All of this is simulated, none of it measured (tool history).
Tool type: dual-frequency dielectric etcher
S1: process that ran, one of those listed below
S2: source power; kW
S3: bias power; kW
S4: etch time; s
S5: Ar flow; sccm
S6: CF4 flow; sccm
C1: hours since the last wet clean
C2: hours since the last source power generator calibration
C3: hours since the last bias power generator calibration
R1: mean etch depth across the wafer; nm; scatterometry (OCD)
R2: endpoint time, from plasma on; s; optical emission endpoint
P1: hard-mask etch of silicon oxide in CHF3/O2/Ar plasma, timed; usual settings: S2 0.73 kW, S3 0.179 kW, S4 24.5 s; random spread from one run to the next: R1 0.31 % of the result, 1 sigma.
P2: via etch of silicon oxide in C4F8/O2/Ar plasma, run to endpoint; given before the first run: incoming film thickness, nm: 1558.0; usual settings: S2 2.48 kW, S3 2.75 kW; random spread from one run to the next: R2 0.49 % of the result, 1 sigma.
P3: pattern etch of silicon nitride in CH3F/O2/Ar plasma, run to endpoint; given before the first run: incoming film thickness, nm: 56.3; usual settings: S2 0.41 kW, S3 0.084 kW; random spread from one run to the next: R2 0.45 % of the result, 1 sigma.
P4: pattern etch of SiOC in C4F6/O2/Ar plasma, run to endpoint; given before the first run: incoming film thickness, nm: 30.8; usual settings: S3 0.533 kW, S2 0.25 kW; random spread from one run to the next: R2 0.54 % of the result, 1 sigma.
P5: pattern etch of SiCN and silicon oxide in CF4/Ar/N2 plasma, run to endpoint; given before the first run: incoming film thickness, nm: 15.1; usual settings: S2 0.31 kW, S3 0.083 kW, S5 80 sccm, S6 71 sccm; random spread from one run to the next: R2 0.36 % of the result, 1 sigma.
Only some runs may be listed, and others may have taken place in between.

| run | day | S1 | S2 | S3 | S4 | S5 | S6 | C1 | C2 | C3 | R1 | R2 |
|---|---|---|---|---|---|---|---|---|---|---|---|---|
| 1 | 0.396 | P1 | 0.73 | 0.179 | 24.5 |  |  | 157 | 1960.9 | 2252.2 | 51.375 |  |
| 2 | 0.879 | P4 | 0.25 | 0.341 |  |  |  | 168.6 | 1972.5 | 2263.8 |  | 13.712 |
| 3 | 1.208 | P1 | 0.73 | 0.179 | 24.5 |  |  | 176.5 | 1980.4 | 2271.7 | 51.368 |  |
| 4 | 1.854 | P2 | 3.35 | 2.75 |  |  |  | 192 | 1995.9 | 2287.2 |  | 230.92 |
| 5 | 2.371 | P1 | 0.73 | 0.179 | 15.5 |  |  | 204.4 | 2008.3 | 2299.6 | 32.63 |  |
| 6 | 2.775 | P3 | 0.57 | 0.084 |  |  |  | 214.1 | 2018 | 2309.3 |  | 66.534 |
| 7 | 3.375 | P5 | 0.31 | 0.049 |  | 80 | 71 | 228.5 | 2032.4 | 2323.7 |  | 26.633 |
| 8 | 4.05 | P1 | 0.73 | 0.179 | 24.5 |  |  | 244.7 | 2048.6 | 2339.9 | 51.65 |  |
| 9 | 4.671 | P4 | 0.25 | 0.533 |  |  |  | 259.6 | 2063.5 | 2354.8 |  | 11.679 |
| 10 | 5.071 | P1 | 0.73 | 0.132 | 24.5 |  |  | 269.2 | 2073.1 | 2364.4 | 46.789 |  |
| 11 | 5.579 | P1 | 0.73 | 0.179 | 24.5 |  |  | 281.4 | 2085.3 | 2376.6 | 51.255 |  |
| 12 | 6.192 | P3 | 0.41 | 0.084 |  |  |  | 296.1 | 2100 | 2391.3 |  | 75.462 |
| 13 | 6.588 | P3 | 0.41 | 0.084 |  |  |  | 305.6 | 2109.5 | 2400.8 |  | 75.929 |
| 14 | 7.079 | P5 | 0.31 | 0.083 |  | 80 | 89 | 317.4 | 2121.3 | 2412.6 |  | 22.009 |
| 15 | 7.629 | P1 | 0.98 | 0.179 | 24.5 |  |  | 330.6 | 2134.5 | 2425.8 | 57.986 |  |
| 16 | 7.958 | P1 | 0.73 | 0.242 | 14 |  |  | 338.5 | 2142.4 | 2433.7 | 32.554 |  |
| 17 | 8.579 | P1 | 0.73 | 0.179 | 24.5 |  |  | 353.4 | 2157.3 | 2448.6 | 51.622 |  |
| 18 | 9.058 | P5 | 0.39 | 0.083 |  | 80 | 71 | 364.9 | 2168.8 | 2460.1 |  | 18.394 |
| 19 | 9.675 | P3 | 0.41 | 0.116 |  |  |  | 379.7 | 2183.6 | 2474.9 |  | 67.343 |
| 20 | 10.317 | P5 | 0.31 | 0.083 |  | 80 | 71 | 395.1 | 2199 | 2490.3 |  | 22.579 |
| 21 | 10.658 | P2 | 2.48 | 3.581 |  |  |  | 403.3 | 2207.2 | 2498.5 |  | 238.04 |
| 22 | 11.312 | P1 | 0.73 | 0.179 | 31.5 |  |  | 419 | 2222.9 | 2514.2 | 66.209 |  |
| 23 | 11.683 | P4 | 0.34 | 0.533 |  |  |  | 427.9 | 2231.8 | 2523.1 |  | 10.367 |
| 24 | 12.146 | P4 | 0.25 | 0.533 |  |  |  | 439 | 2242.9 | 2534.2 |  | 11.569 |
| 25 | 12.471 | P5 | 0.31 | 0.083 |  | 64 | 71 | 446.8 | 2250.7 | 2542 |  | 22.083 |
| 26 | 13.046 | P1 | 0.73 | 0.239 | 24.5 |  |  | 460.6 | 2264.5 | 2555.8 | 57.088 |  |
| 27 | 13.658 | P5 | 0.31 | 0.083 |  | 80 | 71 | 475.3 | 2279.2 | 2570.5 |  | 22.394 |

Run 28 comes next. What will it give?
|  | 13.788 | bias power generator calibrated |
| 28 | 14.042 | P1 | 0.55 | 0.179 | 24.5 |  |  | 484.5 | 2288.4 | 6.1 | ? |  |

{"run 28": {"R1": 46.13}}
